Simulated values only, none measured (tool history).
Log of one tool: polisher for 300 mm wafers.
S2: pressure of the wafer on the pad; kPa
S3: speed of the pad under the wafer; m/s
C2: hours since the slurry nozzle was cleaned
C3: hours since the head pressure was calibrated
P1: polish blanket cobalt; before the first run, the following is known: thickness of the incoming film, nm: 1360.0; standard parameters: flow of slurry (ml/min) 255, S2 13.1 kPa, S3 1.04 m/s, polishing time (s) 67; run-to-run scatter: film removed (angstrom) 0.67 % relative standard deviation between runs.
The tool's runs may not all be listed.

run 1 day=0.496 | flow_of_slurry_(ml/min)=255 S2=13.1 S3=1.04 polishing_time_(s)=67 | wafers_polished_on_this_pad=531 C2=381.9 C3=623.9 | film_removed_(angstrom)=3198.1
run 2 day=0.950 | flow_of_slurry_(ml/min)=155 S2=13.1 S3=1.04 polishing_time_(s)=67 | wafers_polished_on_this_pad=616 C2=392.8 C3=634.8 | film_removed_(angstrom)=2975.2
-- day=1.233 worn pad replaced by a new one
run 3 day=1.396 | flow_of_slurry_(ml/min)=365 S2=13.1 S3=0.54 polishing_time_(s)=67 | wafers_polished_on_this_pad=30 C2=403.5 C3=645.5 | film_removed_(angstrom)=1714.0
run 4 day=2.046 | flow_of_slurry_(ml/min)=255 S2=13.1 S3=1.04 polishing_time_(s)=67 | wafers_polished_on_this_pad=153 C2=419.1 C3=661.1 | film_removed_(angstrom)=3179.7
run 5 day=2.750 | flow_of_slurry_(ml/min)=255 S2=13.1 S3=0.54 polishing_time_(s)=67 | wafers_polished_on_this_pad=285 C2=436.0 C3=678.0 | film_removed_(angstrom)=1659.1
run 6 day=3.379 | flow_of_slurry_(ml/min)=255 S2=20.0 S3=1.04 polishing_time_(s)=67 | wafers_polished_on_this_pad=403 C2=451.1 C3=693.1 | film_removed_(angstrom)=4876.3
run 7 day=4.071 | flow_of_slurry_(ml/min)=255 S2=13.1 S3=1.04 polishing_time_(s)=67 | wafers_polished_on_this_pad=534 C2=467.7 C3=709.7 | film_removed_(angstrom)=3142.5
run 8 day=4.579 | flow_of_slurry_(ml/min)=255 S2=13.1 S3=1.04 polishing_time_(s)=67 | wafers_polished_on_this_pad=629 C2=479.9 C3=721.9 | film_removed_(angstrom)=3173.5
-- day=4.692 head pressure recalibrated
run 9 day=5.000 | flow_of_slurry_(ml/min)=255 S2=13.1 S3=1.42 polishing_time_(s)=67 | wafers_polished_on_this_pad=709 C2=490.0 C3=7.5 | film_removed_(angstrom)=4310.4
-- day=5.379 slurry nozzle cleaned
run 10 day=5.696 | flow_of_slurry_(ml/min)=255 S2=13.1 S3=1.04 polishing_time_(s)=67 | wafers_polished_on_this_pad=840 C2=7.7 C3=24.2 | film_removed_(angstrom)=3168.0
run 11 day=6.092 | flow_of_slurry_(ml/min)=255 S2=13.1 S3=1.04 polishing_time_(s)=102 | wafers_polished_on_this_pad=914 C2=17.2 C3=33.7 | film_removed_(angstrom)=4804.5
run 12 day=6.417 | flow_of_slurry_(ml/min)=360 S2=13.1 S3=1.04 polishing_time_(s)=67 | wafers_polished_on_this_pad=975 C2=25.0 C3=41.5 | film_removed_(angstrom)=3328.0
run 13 day=7.092 | flow_of_slurry_(ml/min)=255 S2=13.1 S3=1.04 polishing_time_(s)=31 | wafers_polished_on_this_pad=1102 C2=41.2 C3=57.7 | film_removed_(angstrom)=1461.5
run 14 day=7.792 | flow_of_slurry_(ml/min)=255 S2=6.9 S3=1.04 polishing_time_(s)=67 | wafers_polished_on_this_pad=1234 C2=58.0 C3=74.5 | film_removed_(angstrom)=1675.5
run 15 day=8.325 | flow_of_slurry_(ml/min)=255 S2=13.1 S3=1.04 polishing_time_(s)=67 | wafers_polished_on_this_pad=1335 C2=70.8 C3=87.3 | film_removed_(angstrom)=3177.7
run 16 day=8.742 | flow_of_slurry_(ml/min)=255 S2=13.1 S3=1.04 polishing_time_(s)=67 | wafers_polished_on_this_pad=1413 C2=80.8 C3=97.3 | film_removed_(angstrom)=3190.4
run 17 day=9.433 | flow_of_slurry_(ml/min)=255 S2=13.1 S3=1.04 polishing_time_(s)=67 | wafers_polished_on_this_pad=1543 C2=97.4 C3=113.9 | film_removed_(angstrom)=3128.5
run 18 day=10.112 | flow_of_slurry_(ml/min)=255 S2=13.1 S3=1.04 polishing_time_(s)=67 | wafers_polished_on_this_pad=1671 C2=113.7 C3=130.2 | film_removed_(angstrom)=3116.1
run 19 day=10.521 | flow_of_slurry_(ml/min)=255 S2=13.1 S3=1.04 polishing_time_(s)=67 | wafers_polished_on_this_pad=1748 C2=123.5 C3=140.0 | film_removed_(angstrom)=3102.5
run 20 day=10.904 | flow_of_slurry_(ml/min)=255 S2=13.1 S3=1.04 polishing_time_(s)=67 | wafers_polished_on_this_pad=1820 C2=132.7 C3=149.2 | film_removed_(angstrom)=3076.0
run 21 day=11.338 | flow_of_slurry_(ml/min)=255 S2=13.1 S3=1.04 polishing_time_(s)=67 | wafers_polished_on_this_pad=1902 C2=143.1 C3=159.6 | film_removed_(angstrom)=3051.4
run 22 day=11.646 | flow_of_slurry_(ml/min)=255 S2=13.1 S3=1.04 polishing_time_(s)=67 | wafers_polished_on_this_pad=1960 C2=150.5 C3=167.0 | film_removed_(angstrom)=3063.8
-- day=12.067 worn pad replaced by a new one
run 23 day=12.192 | flow_of_slurry_(ml/min)=255 S2=13.1 S3=1.04 polishing_time_(s)=67 | wafers_polished_on_this_pad=24 C2=163.6 C3=180.1 | film_removed_(angstrom)=3050.4
run 24 day=12.762 | flow_of_slurry_(ml/min)=255 S2=13.1 S3=1.04 polishing_time_(s)=67 | wafers_polished_on_this_pad=131 C2=177.3 C3=193.8 | film_removed_(angstrom)=3085.5
run 25 day=13.308 | flow_of_slurry_(ml/min)=255 S2=13.1 S3=1.04 polishing_time_(s)=67 | wafers_polished_on_this_pad=234 C2=190.4 C3=206.9 | film_removed_(angstrom)=3005.0

Something has made what P1 gives creep away from where it was; the 2 causes below, each at its own stated size, fit the log equally well:
A: head's pressure below its setpoint, % = 4.26
B: slurry flow missing at the pad, % = 29.6
The gradual shift began around day 8.742.
The rest of the possible causes, and what rules out each one:
removal rate lost through wear of the pad, %: serviced at day 12.067, after the drift had started, without restoring the earlier output

4 check runs are offered, each on 5 wafers whose results are averaged, their results left as question marks. Which one tells the causes apart?
run check 1 day=13.854 | flow_of_slurry_(ml/min)=255 S2=8.3 S3=1.04 polishing_time_(s)=67 | film_removed_(angstrom)=?
run check 2 day=13.854 | flow_of_slurry_(ml/min)=255 S2=9.0 S3=1.04 polishing_time_(s)=67 | film_removed_(angstrom)=?
run check 3 day=13.854 | flow_of_slurry_(ml/min)=165 S2=13.1 S3=0.80 polishing_time_(s)=67 | film_removed_(angstrom)=?
run check 4 day=13.854 | flow_of_slurry_(ml/min)=255 S2=13.1 S3=0.80 polishing_time_(s)=97 | film_removed_(angstrom)=?

What every check run would give for each of its results, assuming each possible cause in turn:
check=check_1 result=film_removed_(angstrom) if_A=1921.9 if_B=1921.9
check=check_2 result=film_removed_(angstrom) if_A=2082.1 if_B=2082.1
check=check_3 result=film_removed_(angstrom) if_A=2212.6 if_B=2165.0
check=check_4 result=film_removed_(angstrom) if_A=3389.0 if_B=3388.9
Minimum pairwise separation of causes per check, each pair taken at its best-separating result: check 1 0 %; check 2 0 %; check 3 2.18 %; check 4 0 %
Only in check 3 would the causes give clearly different results; in the remaining checks their results would be nearly the same.

After running check 3, the following was obtained: film removed (angstrom) 2169.3. Which cause does this point to?

It is B: slurry flow missing at the pad, %.
